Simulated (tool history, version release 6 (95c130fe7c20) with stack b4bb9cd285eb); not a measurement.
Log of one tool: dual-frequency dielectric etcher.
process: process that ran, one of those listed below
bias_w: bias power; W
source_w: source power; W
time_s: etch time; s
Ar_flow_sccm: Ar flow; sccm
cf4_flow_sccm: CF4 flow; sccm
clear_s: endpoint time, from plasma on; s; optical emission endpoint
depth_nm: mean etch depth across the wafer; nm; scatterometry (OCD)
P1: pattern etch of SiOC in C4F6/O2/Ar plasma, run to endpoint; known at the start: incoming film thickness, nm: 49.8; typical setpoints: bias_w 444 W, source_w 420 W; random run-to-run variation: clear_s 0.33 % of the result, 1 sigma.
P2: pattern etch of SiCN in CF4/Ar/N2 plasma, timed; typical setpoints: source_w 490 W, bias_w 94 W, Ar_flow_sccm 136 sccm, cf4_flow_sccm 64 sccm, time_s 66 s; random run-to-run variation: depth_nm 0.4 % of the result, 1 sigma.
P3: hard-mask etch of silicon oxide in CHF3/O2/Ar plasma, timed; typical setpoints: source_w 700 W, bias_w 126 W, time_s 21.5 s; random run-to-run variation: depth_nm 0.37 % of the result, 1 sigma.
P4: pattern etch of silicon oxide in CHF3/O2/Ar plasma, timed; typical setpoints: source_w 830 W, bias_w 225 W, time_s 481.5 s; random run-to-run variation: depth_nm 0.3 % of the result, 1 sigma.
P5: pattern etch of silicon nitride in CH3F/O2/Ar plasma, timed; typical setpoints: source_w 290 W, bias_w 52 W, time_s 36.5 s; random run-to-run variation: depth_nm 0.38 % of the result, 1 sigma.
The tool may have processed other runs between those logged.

| run | hour | process | bias_w | source_w | time_s | Ar_flow_sccm | cf4_flow_sccm | clear_s | depth_nm |
|---|---|---|---|---|---|---|---|---|---|
| 1 | 8.7 | P1 | 444 | 420 |  |  |  | 17.076 |  |
| 2 | 16.2 | P5 | 52 | 290 | 21 |  |  |  | 11.496 |
| 3 | 25.5 | P1 | 444 | 420 |  |  |  | 17.017 |  |
| 4 | 37.4 | P4 | 154 | 830 | 481.5 |  |  |  | 1057.2 |
| 5 | 43 | P1 | 549 | 310 |  |  |  | 17.598 |  |
| 6 | 48.4 | P1 | 444 | 590 |  |  |  | 15.113 |  |
| 7 | 55.1 | P3 | 126 | 700 | 21.5 |  |  |  | 40.89 |
| 8 | 65.3 | P2 | 94 | 490 | 66 | 81 | 64 |  | 68.588 |
| 9 | 75 | P1 | 444 | 420 |  |  |  | 17.094 |  |
| 10 | 83.8 | P4 | 225 | 830 | 309.5 |  |  |  | 767.16 |
| 11 | 90.2 | P1 | 444 | 420 |  |  |  | 17.1 |  |
| 12 | 99.3 | P5 | 41 | 290 | 36.5 |  |  |  | 18.578 |
| 13 | 105.1 | P3 | 126 | 700 | 16 |  |  |  | 30.439 |
| 14 | 111.4 | P1 | 444 | 420 |  |  |  | 17.107 |  |
| 15 | 119.3 | P2 | 94 | 490 | 66 | 136 | 64 |  | 64.407 |
| 16 | 129.8 | P1 | 329 | 330 |  |  |  | 20.817 |  |
| 17 | 139.5 | P1 | 444 | 420 |  |  |  | 17.043 |  |
| 18 | 150.8 | P2 | 94 | 490 | 97.5 | 136 | 64 |  | 95.296 |
| 19 | 161.6 | P2 | 94 | 390 | 66 | 136 | 64 |  | 52.651 |
| 20 | 170.2 | P5 | 52 | 290 | 36.5 |  |  |  | 20.003 |
| 21 | 178 | P1 | 444 | 260 |  |  |  | 20.503 |  |
| 22 | 186.3 | P5 | 52 | 360 | 36.5 |  |  |  | 21.693 |
| 23 | 196.6 | P2 | 94 | 490 | 66 | 136 | 78 |  | 65.533 |
| 24 | 206.9 | P3 | 126 | 970 | 21.5 |  |  |  | 46.73 |
| 25 | 216.5 | P3 | 84 | 700 | 21.5 |  |  |  | 36.411 |
| 26 | 224.8 | P1 | 444 | 420 |  |  |  | 17.167 |  |
| 27 | 235.6 | P4 | 225 | 830 | 481.5 |  |  |  | 1194.4 |
| 28 | 241.2 | P1 | 624 | 420 |  |  |  | 14.947 |  |
| 29 | 253 | P2 | 127 | 490 | 66 | 136 | 64 |  | 72.071 |
| 30 | 265.2 | P2 | 94 | 490 | 66 | 136 | 64 |  | 64.175 |
| 31 | 275.4 | P1 | 342 | 560 |  |  |  | 16.861 |  |
| 32 | 285.8 | P1 | 265 | 420 |  |  |  | 20.438 |  |
| 33 | 293.7 | P4 | 225 | 1010 | 481.5 |  |  |  | 1290.2 |
| 34 | 303.2 | P4 | 225 | 830 | 481.5 |  |  |  | 1201.5 |
| 35 | 311.7 | P1 | 444 | 420 |  |  |  | 17.073 |  |
| 36 | 322.9 | P1 | 444 | 420 |  |  |  | 16.897 |  |
| 37 | 334.9 | P1 | 444 | 420 |  |  |  | 16.956 |  |
| 38 | 340.9 | P1 | 444 | 420 |  |  |  | 16.911 |  |
| 39 | 347 | P1 | 444 | 420 |  |  |  | 16.919 |  |
|  | 350.1 | wet clean of the chamber |
| 40 | 356.1 | P1 | 444 | 420 |  |  |  | 16.771 |  |
| 41 | 365.6 | P1 | 444 | 420 |  |  |  | 16.864 |  |
| 42 | 371.4 | P1 | 444 | 420 |  |  |  | 16.761 |  |
| 43 | 380.7 | P1 | 444 | 420 |  |  |  | 16.765 |  |
| 44 | 389.4 | P1 | 444 | 420 |  |  |  | 16.856 |  |

What P1 gives has crept away from where it was. These 2 causes fit the log equally well, each at the size given:
A: bias power that arrives over what is set, % = 4.61
B: source power that arrives over what is set, % = 4.55
At approximately hour 311.7, the process output began to creep.
Other possible causes, and why each is ruled out:
chamber walls in a state that raises the etch rate, %: work on it at hour 350.1, done after the drift set in, did not restore what the process gave before

You are offered 4 check runs, listed below with question marks in place of their results; each one averages 2 wafers. Which run separates the listed causes by giving clearly different results for each?
| check 1 | 398.1 | P5 | 52 | 290 | 36.5 |  |  |  | ? |
| check 2 | 398.1 | P3 | 126 | 700 | 21.5 |  |  |  | ? |
| check 3 | 398.1 | P2 | 94 | 490 | 66 | 136 | 64 |  | ? |
| check 4 | 398.1 | P4 | 225 | 830 | 481.5 |  |  |  | ? |

Check results expected under each cause:
| check | result | if A | if B |
|---|---|---|---|
| check 1 | depth_nm | 20.347 | 20.396 |
| check 2 | depth_nm | 41.569 | 41.717 |
| check 3 | depth_nm | 65.13 | 66.522 |
| check 4 | depth_nm | 1214.3 | 1216 |
Per-check spread between the two closest causes, in the result where they differ most: check 1 0.24 %; check 2 0.36 %; check 3 2.11 %; check 4 0.14 %
Check 3 distinguishes between the causes, while the remaining checks would return nearly the same result for all of them.

Here is what check 3 returned: depth_nm 66.566 nm. Which cause is it?

The cause is B: source power that arrives over what is set, %.
